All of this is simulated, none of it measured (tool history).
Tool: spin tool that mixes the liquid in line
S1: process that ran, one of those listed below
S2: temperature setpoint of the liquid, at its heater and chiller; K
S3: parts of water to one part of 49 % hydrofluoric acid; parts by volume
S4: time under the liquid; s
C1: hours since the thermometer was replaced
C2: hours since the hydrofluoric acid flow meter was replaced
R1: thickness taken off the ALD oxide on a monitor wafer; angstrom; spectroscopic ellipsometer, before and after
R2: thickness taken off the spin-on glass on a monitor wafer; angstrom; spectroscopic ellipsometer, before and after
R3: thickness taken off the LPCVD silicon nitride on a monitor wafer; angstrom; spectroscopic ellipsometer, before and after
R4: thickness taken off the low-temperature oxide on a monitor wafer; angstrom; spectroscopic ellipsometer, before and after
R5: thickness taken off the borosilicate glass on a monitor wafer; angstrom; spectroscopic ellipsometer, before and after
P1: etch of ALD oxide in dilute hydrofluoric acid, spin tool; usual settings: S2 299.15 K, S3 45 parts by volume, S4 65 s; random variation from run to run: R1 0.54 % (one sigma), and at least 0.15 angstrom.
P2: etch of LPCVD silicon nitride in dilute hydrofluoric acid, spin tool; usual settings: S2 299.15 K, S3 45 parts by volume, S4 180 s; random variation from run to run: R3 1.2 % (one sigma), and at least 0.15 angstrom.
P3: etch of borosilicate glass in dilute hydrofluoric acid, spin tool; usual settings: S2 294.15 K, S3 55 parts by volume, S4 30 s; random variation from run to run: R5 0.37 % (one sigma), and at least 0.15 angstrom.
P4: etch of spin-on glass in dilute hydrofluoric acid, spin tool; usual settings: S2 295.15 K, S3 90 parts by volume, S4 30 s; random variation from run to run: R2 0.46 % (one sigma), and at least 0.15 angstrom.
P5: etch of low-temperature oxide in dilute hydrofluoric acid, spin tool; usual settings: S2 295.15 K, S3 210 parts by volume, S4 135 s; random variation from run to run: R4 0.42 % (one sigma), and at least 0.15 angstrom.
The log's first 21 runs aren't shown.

run   hour  S1      S2  S3   S4     C1      C2       R1  R2  R3       R4      R5
 22  260.7  P1  299.15  45   65  548.9  1107.2  225.350
 23  271.5  P3  294.15  30   30  559.7  1118.0                            447.11
 24  283.8  P1  305.65  45   65  572.0  1130.3  295.390
 25  300.0  P1  299.15  45   65  588.2  1146.5  226.800
 26  314.4  P1  299.15  45   15  602.6  1160.9   52.915
 27  327.1  P1  294.65  45   65  615.3  1173.6  189.790
 28  341.8  P5  295.15  40  135  630.0  1188.3                   1165.10
 29  352.4  P1  299.15  45   65  640.6  1198.9  227.840
 30  365.2  P1  299.15  45   65  653.4  1211.7  228.880
 31  372.7  P1  299.15  45   65  660.9  1219.2  227.050
 32  387.2  P1  299.15  45   65  675.4  1233.7  234.740
 33  395.5  P1  299.15  45   65  683.7  1242.0  241.410
 34  403.2  P1  299.15  45   65  691.4  1249.7  241.440
 35  411.1  P1  299.15  45   65  699.3  1257.6  244.110
 36  422.6  P1  299.15  45   65  710.8  1269.1  246.680
 37  432.2  P1  299.15  45   65  720.4  1278.7  245.130
 38  444.4  P1  299.15  45   65  732.6  1290.9  248.110

Run 39 comes next. What will it give?
 39  459.2  P1  299.15  45  65  747.4  1305.7   ?

R1: 248.360 angstrom
